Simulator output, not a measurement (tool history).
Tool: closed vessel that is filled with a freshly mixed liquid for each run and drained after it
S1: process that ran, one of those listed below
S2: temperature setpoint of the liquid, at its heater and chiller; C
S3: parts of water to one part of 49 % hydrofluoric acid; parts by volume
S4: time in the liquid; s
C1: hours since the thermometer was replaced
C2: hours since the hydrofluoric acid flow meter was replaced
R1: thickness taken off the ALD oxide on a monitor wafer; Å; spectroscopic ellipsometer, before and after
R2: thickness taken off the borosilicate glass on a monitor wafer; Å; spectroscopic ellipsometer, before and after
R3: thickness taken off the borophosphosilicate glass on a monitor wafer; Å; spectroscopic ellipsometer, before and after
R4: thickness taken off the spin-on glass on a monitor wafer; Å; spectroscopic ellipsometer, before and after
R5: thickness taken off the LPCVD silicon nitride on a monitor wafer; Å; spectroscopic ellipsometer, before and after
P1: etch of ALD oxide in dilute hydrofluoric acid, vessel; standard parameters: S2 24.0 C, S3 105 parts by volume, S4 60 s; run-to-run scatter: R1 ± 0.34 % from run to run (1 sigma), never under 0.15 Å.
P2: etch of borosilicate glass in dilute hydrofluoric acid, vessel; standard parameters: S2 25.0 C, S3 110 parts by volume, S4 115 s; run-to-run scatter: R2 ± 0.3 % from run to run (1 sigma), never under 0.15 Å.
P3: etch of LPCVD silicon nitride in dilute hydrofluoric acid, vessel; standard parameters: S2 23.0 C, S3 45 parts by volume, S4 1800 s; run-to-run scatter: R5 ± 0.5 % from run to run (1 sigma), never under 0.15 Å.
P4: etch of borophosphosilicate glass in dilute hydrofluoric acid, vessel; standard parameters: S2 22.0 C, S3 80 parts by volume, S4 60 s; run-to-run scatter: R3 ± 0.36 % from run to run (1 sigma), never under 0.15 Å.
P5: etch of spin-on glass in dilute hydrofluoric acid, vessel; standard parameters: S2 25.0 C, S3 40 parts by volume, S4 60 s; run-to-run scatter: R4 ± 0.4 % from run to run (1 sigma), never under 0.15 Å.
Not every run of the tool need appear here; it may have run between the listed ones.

Run 1, hour 5.5: S1 P1, S2 24.0 C, S3 105 parts by volume, S4 60 s; C1 1173.5; C2 388.3. Result: R1 67.506 Å.
Run 2, hour 9.4: S1 P1, S2 17.0 C, S3 25 parts by volume, S4 60 s; C1 1177.4; C2 392.2. Result: R1 231.100 Å.
Run 3, hour 18.3: S1 P1, S2 32.5 C, S3 105 parts by volume, S4 60 s; C1 1186.3; C2 401.1. Result: R1 92.823 Å.
Run 4, hour 23.2: S1 P2, S2 25.0 C, S3 110 parts by volume, S4 115 s; C1 1191.2; C2 406.0. Result: R2 337.68 Å.
Run 5, hour 28.8: S1 P4, S2 22.0 C, S3 80 parts by volume, S4 60 s; C1 1196.8; C2 411.6. Result: R3 227.27 Å.
Run 6, hour 33.1: S1 P1, S2 24.0 C, S3 105 parts by volume, S4 60 s; C1 1201.1; C2 415.9. Result: R1 67.157 Å.
Run 7, hour 38.3: S1 P1, S2 19.5 C, S3 105 parts by volume, S4 60 s; C1 1206.3; C2 421.1. Result: R1 55.667 Å.
Run 8, hour 43.5: S1 P5, S2 25.0 C, S3 40 parts by volume, S4 60 s; C1 1211.5; C2 426.3. Result: R4 793.74 Å.
Run 9, hour 50.3: S1 P4, S2 29.5 C, S3 80 parts by volume, S4 60 s; C1 1218.3; C2 433.1. Result: R3 305.29 Å.
Run 10, hour 58.0: S1 P3, S2 23.0 C, S3 45 parts by volume, S4 1800 s; C1 1226.0; C2 440.8. Result: R5 175.73 Å.
Run 11, hour 65.1: S1 P1, S2 24.0 C, S3 105 parts by volume, S4 110 s; C1 1233.1; C2 447.9. Result: R1 122.840 Å.
Run 12, hour 69.5: S1 P5, S2 25.0 C, S3 40 parts by volume, S4 30 s; C1 1237.5; C2 452.3. Result: R4 397.21 Å.
Run 13, hour 76.1: S1 P1, S2 24.0 C, S3 105 parts by volume, S4 30 s; C1 1244.1; C2 458.9. Result: R1 33.349 Å.
Run 14, hour 80.5: S1 P1, S2 24.0 C, S3 170 parts by volume, S4 60 s; C1 1248.5; C2 463.3. Result: R1 38.409 Å.
Run 15, hour 86.1: S1 P1, S2 24.0 C, S3 105 parts by volume, S4 60 s; C1 1254.1; C2 468.9. Result: R1 66.833 Å.
Run 16, hour 91.9: S1 P1, S2 19.0 C, S3 180 parts by volume, S4 60 s; C1 1259.9; C2 474.7. Result: R1 29.396 Å.
Run 17, hour 100.6: S1 P1, S2 24.0 C, S3 105 parts by volume, S4 60 s; C1 1268.6; C2 483.4. Result: R1 66.903 Å.
Run 18, hour 105.9: S1 P5, S2 20.5 C, S3 40 parts by volume, S4 60 s; C1 1273.9; C2 488.7. Result: R4 659.89 Å.
Run 19, hour 109.8: S1 P5, S2 25.0 C, S3 20 parts by volume, S4 60 s; C1 1277.8; C2 492.6. Result: R4 1625.60 Å.
Run 20, hour 115.3: S1 P4, S2 22.0 C, S3 80 parts by volume, S4 100 s; C1 1283.3; C2 498.1. Result: R3 379.81 Å.
Run 21, hour 121.9: S1 P2, S2 25.0 C, S3 110 parts by volume, S4 55 s; C1 1289.9; C2 504.7. Result: R2 162.16 Å.
Run 22, hour 128.5: S1 P1, S2 24.0 C, S3 105 parts by volume, S4 60 s; C1 1296.5; C2 511.3. Result: R1 66.886 Å.
Run 23, hour 136.9: S1 P4, S2 22.0 C, S3 80 parts by volume, S4 60 s; C1 1304.9; C2 519.7. Result: R3 228.59 Å.
Run 24, hour 143.0: S1 P3, S2 30.5 C, S3 45 parts by volume, S4 1800 s; C1 1311.0; C2 525.8. Result: R5 291.35 Å.
Run 25, hour 150.6: S1 P3, S2 23.0 C, S3 45 parts by volume, S4 3270 s; C1 1318.6; C2 533.4. Result: R5 323.82 Å.
Run 26, hour 158.7: S1 P4, S2 22.0 C, S3 135 parts by volume, S4 60 s; C1 1326.7; C2 541.5. Result: R3 127.16 Å.
Run 27, hour 164.4: S1 P5, S2 25.0 C, S3 40 parts by volume, S4 60 s; C1 1332.4; C2 547.2. Result: R4 789.74 Å.
Run 28, hour 170.7: S1 P1, S2 24.0 C, S3 50 parts by volume, S4 60 s; C1 1338.7; C2 553.5. Result: R1 151.470 Å.
Run 29, hour 177.5: S1 P1, S2 24.0 C, S3 105 parts by volume, S4 60 s; C1 1345.5; C2 560.3. Result: R1 66.953 Å.
Run 30, hour 181.5: S1 P2, S2 32.0 C, S3 110 parts by volume, S4 115 s; C1 1349.5; C2 564.3. Result: R2 441.79 Å.
Run 31, hour 189.2: S1 P3, S2 23.0 C, S3 45 parts by volume, S4 1800 s; C1 1357.2; C2 572.0. Result: R5 178.98 Å.
Run 32, hour 196.5: S1 P3, S2 23.0 C, S3 20 parts by volume, S4 1800 s; C1 1364.5; C2 579.3. Result: R5 387.35 Å.
Run 33, hour 202.4: S1 P2, S2 25.0 C, S3 195 parts by volume, S4 115 s; C1 1370.4; C2 585.2. Result: R2 173.86 Å.
Run 34, hour 209.8: S1 P1, S2 30.5 C, S3 105 parts by volume, S4 100 s; C1 1377.8; C2 592.6. Result: R1 144.240 Å.
Run 35, hour 213.7: S1 P1, S2 24.0 C, S3 105 parts by volume, S4 60 s; C1 1381.7; C2 596.5. Result: R1 66.709 Å.
Run 36, hour 222.1: S1 P1, S2 24.0 C, S3 105 parts by volume, S4 60 s; C1 1390.1; C2 604.9. Result: R1 63.638 Å.
Run 37, hour 226.2: S1 P1, S2 24.0 C, S3 105 parts by volume, S4 60 s; C1 1394.2; C2 609.0. Result: R1 63.107 Å.

Expected results for the next run?
Run 38, hour 231.0: S1 P1, S2 24.0 C, S3 105 parts by volume, S4 60 s; C1 1399.0; C2 613.8. Result: R1 ?.

Run 38 produced R1 62.495 Å.

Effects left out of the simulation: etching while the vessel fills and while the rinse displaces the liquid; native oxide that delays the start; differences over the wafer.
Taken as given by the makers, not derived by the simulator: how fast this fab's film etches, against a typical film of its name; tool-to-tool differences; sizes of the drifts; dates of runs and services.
